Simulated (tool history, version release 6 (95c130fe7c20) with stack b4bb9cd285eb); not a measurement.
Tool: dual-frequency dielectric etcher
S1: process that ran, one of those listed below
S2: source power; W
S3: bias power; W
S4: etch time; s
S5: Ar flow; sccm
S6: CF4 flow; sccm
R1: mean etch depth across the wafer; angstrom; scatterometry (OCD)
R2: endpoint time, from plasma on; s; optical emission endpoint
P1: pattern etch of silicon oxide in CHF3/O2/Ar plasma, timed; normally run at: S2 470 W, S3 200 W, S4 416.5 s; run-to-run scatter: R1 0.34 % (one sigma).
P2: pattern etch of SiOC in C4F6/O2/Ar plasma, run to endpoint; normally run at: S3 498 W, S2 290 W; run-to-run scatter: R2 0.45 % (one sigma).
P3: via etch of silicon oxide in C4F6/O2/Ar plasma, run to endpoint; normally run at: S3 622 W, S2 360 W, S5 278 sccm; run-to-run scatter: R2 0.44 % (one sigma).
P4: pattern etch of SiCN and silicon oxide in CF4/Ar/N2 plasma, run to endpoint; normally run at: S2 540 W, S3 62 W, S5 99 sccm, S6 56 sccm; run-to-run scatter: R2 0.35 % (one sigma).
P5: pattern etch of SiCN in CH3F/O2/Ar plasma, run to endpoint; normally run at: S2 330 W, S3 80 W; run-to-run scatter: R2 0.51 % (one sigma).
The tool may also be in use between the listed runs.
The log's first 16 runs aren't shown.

run     day  S1   S2   S3     S4   S5  S6      R1      R2
 17   8.079  P4  540   43          99  56          17.495
 18   8.612  P1  470  200  416.5           7814.2
 19   9.083  P3  360  622         375              40.046
 20   9.675  P4  540   62          99  76          14.837
 21   10.05  P1  470  200  416.5             7835
 22  10.362  P2  290  498                          10.572
 23  10.854  P3  230  622         278              45.939
 24    11.3  P4  540   62          62  56          14.485
 25  11.833  P1  470  237  416.5           8272.4
 26  12.333  P2  290  663                          9.4733
 27  12.846  P1  470  260    304           6217.9
 28  13.204  P1  470  200    285           5316.9
 29  13.525  P1  470  162  416.5           7277.1
 30    13.9  P2  290  498                          10.551
 31  14.317  P1  470  200  416.5           7755.2
 32  14.808  P1  470  200  416.5           7839.9
 33  15.179  P1  470  200  416.5           7859.3
 34  15.712  P1  470  200  416.5           7920.7

Forecast run 35:
 35   16  P1  470  200  416.5           ?

Run 35 gave R1 7916.6 angstrom.

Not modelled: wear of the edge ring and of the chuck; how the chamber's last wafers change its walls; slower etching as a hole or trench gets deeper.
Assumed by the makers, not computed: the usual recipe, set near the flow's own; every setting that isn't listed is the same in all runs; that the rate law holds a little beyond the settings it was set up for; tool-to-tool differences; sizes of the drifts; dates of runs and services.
